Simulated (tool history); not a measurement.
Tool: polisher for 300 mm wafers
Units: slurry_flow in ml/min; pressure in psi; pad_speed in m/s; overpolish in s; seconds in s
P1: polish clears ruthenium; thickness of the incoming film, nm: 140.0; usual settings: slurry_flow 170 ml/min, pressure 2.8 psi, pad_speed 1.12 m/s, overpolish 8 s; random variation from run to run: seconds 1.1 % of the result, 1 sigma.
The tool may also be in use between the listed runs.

| run | day | slurry_flow | pressure | pad_speed | overpolish | seconds |
|---|---|---|---|---|---|---|
| 1 | 0.262 | 170 | 2.8 | 1.12 | 8 | 72.101 |
| 2 | 0.450 | 170 | 2.8 | 0.72 | 8 | 108.660 |
| 3 | 0.754 | 170 | 2.8 | 1.12 | 8 | 72.620 |
| 4 | 0.967 | 170 | 3.6 | 0.80 | 8 | 78.503 |
| 5 | 1.233 | 170 | 4.0 | 1.12 | 8 | 50.556 |
| 6 | 1.508 | 170 | 2.8 | 1.12 | 8 | 71.094 |
| 7 | 1.750 | 170 | 2.8 | 1.70 | 8 | 48.109 |
| 8 | 1.967 | 100 | 2.8 | 1.12 | 8 | 79.135 |
|  | 1.996 | head pressure recalibrated |
| 9 | 2.192 | 170 | 2.8 | 1.12 | 8 | 73.426 |
| 10 | 2.475 | 170 | 1.6 | 1.12 | 8 | 124.880 |
| 11 | 2.733 | 225 | 2.8 | 1.12 | 8 | 69.161 |
| 12 | 2.921 | 170 | 2.8 | 1.12 | 8 | 74.128 |
| 13 | 3.146 | 170 | 2.8 | 0.66 | 15 | 124.250 |
| 14 | 3.346 | 170 | 2.8 | 1.12 | 16 | 71.008 |
| 15 | 3.608 | 170 | 3.7 | 1.72 | 8 | 35.214 |
| 16 | 3.792 | 170 | 2.8 | 1.12 | 3 | 71.563 |
| 17 | 4.042 | 170 | 2.8 | 1.12 | 8 | 72.563 |
| 18 | 4.183 | 170 | 2.8 | 1.12 | 8 | 72.991 |
| 19 | 4.467 | 170 | 2.8 | 1.12 | 8 | 74.387 |
| 20 | 4.617 | 170 | 2.8 | 1.12 | 8 | 74.066 |
| 21 | 4.767 | 170 | 2.8 | 1.12 | 8 | 73.111 |
| 22 | 5.062 | 170 | 2.8 | 1.12 | 8 | 76.529 |
|  | 5.267 | head pressure recalibrated |
| 23 | 5.283 | 170 | 2.8 | 1.12 | 8 | 76.046 |
| 24 | 5.596 | 170 | 2.8 | 1.12 | 8 | 75.745 |
| 25 | 5.800 | 170 | 2.8 | 1.12 | 8 | 76.015 |
| 26 | 6.038 | 170 | 2.8 | 1.12 | 8 | 76.108 |

What P1 gives has crept away from where it was. These 2 causes fit the log equally well, each at the size given:
A: slurry flow missing at the pad, % = 28.7
B: removal rate lost through wear of the pad, % = 5.89
The creep began at about day 4.042.
Why every other cause is out:
head's pressure below its setpoint, %: serviced at day 5.267, which brought nothing back

4 check runs are offered, each on 5 wafers whose results are averaged, their results left as question marks. Which one tells the causes apart?
| check 1 | 6.275 | 170 | 1.9 | 1.12 | 8 | ? |
| check 2 | 6.275 | 170 | 3.5 | 1.42 | 8 | ? |
| check 3 | 6.275 | 100 | 2.1 | 1.12 | 8 | ? |
| check 4 | 6.275 | 205 | 2.8 | 1.54 | 8 | ? |

What each check would give under each cause:
| check | result | if A | if B |
|---|---|---|---|
| check 1 | seconds | 112.360 | 112.350 |
| check 2 | seconds | 48.108 | 48.104 |
| check 3 | seconds | 117.090 | 112.860 |
| check 4 | seconds | 53.490 | 54.005 |
How far apart the two closest causes lie, in the result that separates them most: check 1 0.01 %; check 2 0.01 %; check 3 3.68 %; check 4 0.96 %
Check 3 tells the causes apart: in the others they would give nearly the same result.

Then check 3 was run and gave: seconds 113.060 s. Which cause is it?

It is B: removal rate lost through wear of the pad, %.

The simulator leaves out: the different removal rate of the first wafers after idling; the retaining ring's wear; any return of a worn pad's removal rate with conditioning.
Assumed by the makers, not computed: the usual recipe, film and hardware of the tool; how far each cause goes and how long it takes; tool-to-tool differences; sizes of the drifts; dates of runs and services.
